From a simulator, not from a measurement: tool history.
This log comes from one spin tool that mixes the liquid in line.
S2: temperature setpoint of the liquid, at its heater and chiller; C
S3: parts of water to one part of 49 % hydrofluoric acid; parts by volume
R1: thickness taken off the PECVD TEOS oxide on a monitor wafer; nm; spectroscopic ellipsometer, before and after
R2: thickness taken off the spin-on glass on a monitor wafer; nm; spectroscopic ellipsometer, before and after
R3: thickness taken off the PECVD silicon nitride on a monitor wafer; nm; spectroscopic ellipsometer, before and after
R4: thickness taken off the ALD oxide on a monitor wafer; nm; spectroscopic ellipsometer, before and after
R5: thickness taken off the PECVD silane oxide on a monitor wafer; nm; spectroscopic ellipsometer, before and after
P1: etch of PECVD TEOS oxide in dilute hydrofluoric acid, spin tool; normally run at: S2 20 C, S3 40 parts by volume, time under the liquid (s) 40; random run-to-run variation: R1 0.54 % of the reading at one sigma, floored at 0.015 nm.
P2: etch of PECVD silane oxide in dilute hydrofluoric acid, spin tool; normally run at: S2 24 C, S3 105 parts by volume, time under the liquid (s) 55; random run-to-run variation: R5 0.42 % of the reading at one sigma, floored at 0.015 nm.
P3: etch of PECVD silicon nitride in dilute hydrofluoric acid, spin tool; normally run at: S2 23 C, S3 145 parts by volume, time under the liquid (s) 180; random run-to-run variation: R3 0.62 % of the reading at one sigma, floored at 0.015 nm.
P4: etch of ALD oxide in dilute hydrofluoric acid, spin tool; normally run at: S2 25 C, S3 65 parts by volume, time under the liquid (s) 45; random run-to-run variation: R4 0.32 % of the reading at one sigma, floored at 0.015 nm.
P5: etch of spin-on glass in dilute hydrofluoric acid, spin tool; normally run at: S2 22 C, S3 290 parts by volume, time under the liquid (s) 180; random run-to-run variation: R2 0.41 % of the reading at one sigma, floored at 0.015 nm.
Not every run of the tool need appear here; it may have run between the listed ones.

Run 1, day 0.412: process that ran P1, S2 20 C, S3 40 parts by volume, time under the liquid (s) 40. Result: R1 14.144 nm.
Run 2, day 0.821: process that ran P5, S2 22 C, S3 290 parts by volume, time under the liquid (s) 180. Result: R2 16.968 nm.
Run 3, day 1.225: process that ran P3, S2 18 C, S3 145 parts by volume, time under the liquid (s) 180. Result: R3 2.7845 nm.
Run 4, day 1.617: process that ran P1, S2 20 C, S3 40 parts by volume, time under the liquid (s) 80. Result: R1 28.356 nm.
Run 5, day 1.942: process that ran P3, S2 23 C, S3 85 parts by volume, time under the liquid (s) 180. Result: R3 6.5817 nm.
Run 6, day 2.433: process that ran P5, S2 26 C, S3 290 parts by volume, time under the liquid (s) 180. Result: R2 19.565 nm.
Run 7, day 2.858: process that ran P4, S2 25 C, S3 65 parts by volume, time under the liquid (s) 45. Result: R4 9.438 nm.
Run 8, day 3.421: process that ran P1, S2 20 C, S3 40 parts by volume, time under the liquid (s) 40. Result: R1 13.943 nm.
Run 9, day 4.012: process that ran P1, S2 17 C, S3 40 parts by volume, time under the liquid (s) 40. Result: R1 12.291 nm.
Run 10, day 4.571: process that ran P2, S2 17.5 C, S3 105 parts by volume, time under the liquid (s) 55. Result: R5 6.9934 nm.
Run 11, day 4.825: process that ran P4, S2 25 C, S3 65 parts by volume, time under the liquid (s) 80. Result: R4 16.85 nm.
Run 12, day 5.154: process that ran P5, S2 22 C, S3 60 parts by volume, time under the liquid (s) 180. Result: R2 104.82 nm.
Run 13, day 5.442: process that ran P1, S2 26 C, S3 40 parts by volume, time under the liquid (s) 65. Result: R1 29.582 nm.
Run 14, day 6.004: process that ran P5, S2 22 C, S3 290 parts by volume, time under the liquid (s) 180. Result: R2 16.886 nm.
Run 15, day 6.283: process that ran P1, S2 20 C, S3 40 parts by volume, time under the liquid (s) 20. Result: R1 7.0757 nm.
Run 16, day 6.871: process that ran P1, S2 20 C, S3 40 parts by volume, time under the liquid (s) 40. Result: R1 14.14 nm.
Run 17, day 7.221: process that ran P4, S2 18.5 C, S3 65 parts by volume, time under the liquid (s) 45. Result: R4 7.2213 nm.
Run 18, day 7.767: process that ran P1, S2 20 C, S3 20 parts by volume, time under the liquid (s) 40. Result: R1 29.139 nm.
Run 19, day 8.212: process that ran P2, S2 24 C, S3 105 parts by volume, time under the liquid (s) 80. Result: R5 13.289 nm.
Run 20, day 8.771: process that ran P1, S2 26 C, S3 40 parts by volume, time under the liquid (s) 40. Result: R1 18.278 nm.
Run 21, day 9.2: process that ran P3, S2 23 C, S3 145 parts by volume, time under the liquid (s) 180. Result: R3 3.9066 nm.
At day 9.521: hydrofluoric acid flow meter replaced.
Run 22, day 9.521: process that ran P1, S2 20 C, S3 25 parts by volume, time under the liquid (s) 15. Result: R1 8.631 nm.
Run 23, day 9.888: process that ran P2, S2 24 C, S3 105 parts by volume, time under the liquid (s) 55. Result: R5 9.1899 nm.
Run 24, day 10.188: process that ran P3, S2 23 C, S3 145 parts by volume, time under the liquid (s) 180. Result: R3 3.9423 nm.
Run 25, day 10.758: process that ran P2, S2 24 C, S3 25 parts by volume, time under the liquid (s) 55. Result: R5 42.502 nm.
Run 26, day 11.029: process that ran P4, S2 25 C, S3 65 parts by volume, time under the liquid (s) 45. Result: R4 9.4872 nm.
Run 27, day 11.558: process that ran P4, S2 25 C, S3 20 parts by volume, time under the liquid (s) 45. Result: R4 32.869 nm.
Run 28, day 11.862: process that ran P1, S2 20 C, S3 60 parts by volume, time under the liquid (s) 40. Result: R1 9.2341 nm.
Run 29, day 12.154: process that ran P3, S2 23 C, S3 145 parts by volume, time under the liquid (s) 15. Result: R3 0.32022 nm.
Run 30, day 12.688: process that ran P1, S2 20 C, S3 40 parts by volume, time under the liquid (s) 40. Result: R1 14.074 nm.
Run 31, day 13.083: process that ran P5, S2 22 C, S3 290 parts by volume, time under the liquid (s) 25. Result: R2 2.3251 nm.
Run 32, day 13.633: process that ran P1, S2 20 C, S3 40 parts by volume, time under the liquid (s) 40. Result: R1 14.129 nm.
Run 33, day 13.908: process that ran P1, S2 20 C, S3 40 parts by volume, time under the liquid (s) 40. Result: R1 14.532 nm.
Run 34, day 14.188: process that ran P1, S2 20 C, S3 40 parts by volume, time under the liquid (s) 40. Result: R1 14.685 nm.
Run 35, day 14.6: process that ran P1, S2 20 C, S3 40 parts by volume, time under the liquid (s) 40. Result: R1 14.72 nm.
Run 36, day 15.029: process that ran P1, S2 20 C, S3 40 parts by volume, time under the liquid (s) 40. Result: R1 14.972 nm.
Run 37, day 15.562: process that ran P1, S2 20 C, S3 40 parts by volume, time under the liquid (s) 40. Result: R1 15.092 nm.
Run 38, day 15.829: process that ran P1, S2 20 C, S3 40 parts by volume, time under the liquid (s) 40. Result: R1 15.112 nm.
Run 39, day 16.229: process that ran P1, S2 20 C, S3 40 parts by volume, time under the liquid (s) 40. Result: R1 15.156 nm.
Run 40, day 16.767: process that ran P1, S2 20 C, S3 40 parts by volume, time under the liquid (s) 40. Result: R1 15.163 nm.

Compared with where it was, what P1 gives has crept away. Each cause listed below fits the log as well as the rest, at the size given for it:
A: hydrofluoric acid flow above the setpoint (%) = 6.88
B: liquid hotter than its thermometer reads (K) = 1.64
Creep in the process output first set in at about day 13.633.

Of the 4 check runs below, each run on 3 wafers with the results averaged and each result still a question mark, which one would tell the listed causes apart?
Run check 1, day 17.304: process that ran P5, S2 22 C, S3 65 parts by volume, time under the liquid (s) 65. Result: R2 ?.
Run check 2, day 17.304: process that ran P2, S2 24 C, S3 50 parts by volume, time under the liquid (s) 55. Result: R5 ?.
Run check 3, day 17.304: process that ran P3, S2 23 C, S3 145 parts by volume, time under the liquid (s) 100. Result: R3 ?.
Run check 4, day 17.304: process that ran P4, S2 25 C, S3 20 parts by volume, time under the liquid (s) 80. Result: R4 ?.

Check results expected under each cause:
  check  result    if A    if B
check 1      R2  37.214  37.055
check 2      R5  22.055  21.971
check 3      R3  2.3106  2.4064
check 4      R4  62.444  62.435
Smallest distance between any two causes, each pair judged by its most separating result, in per cent: check 1 0.43 %; check 2 0.38 %; check 3 4.07 %; check 4 0.01 %
The causes can be told apart only by check 3. The other checks would give nearly the same results under each of them.

Check 3 was carried out, with these results: R3 2.2999 nm. Which of the listed causes is responsible?

The cause is A: hydrofluoric acid flow above the setpoint (%).

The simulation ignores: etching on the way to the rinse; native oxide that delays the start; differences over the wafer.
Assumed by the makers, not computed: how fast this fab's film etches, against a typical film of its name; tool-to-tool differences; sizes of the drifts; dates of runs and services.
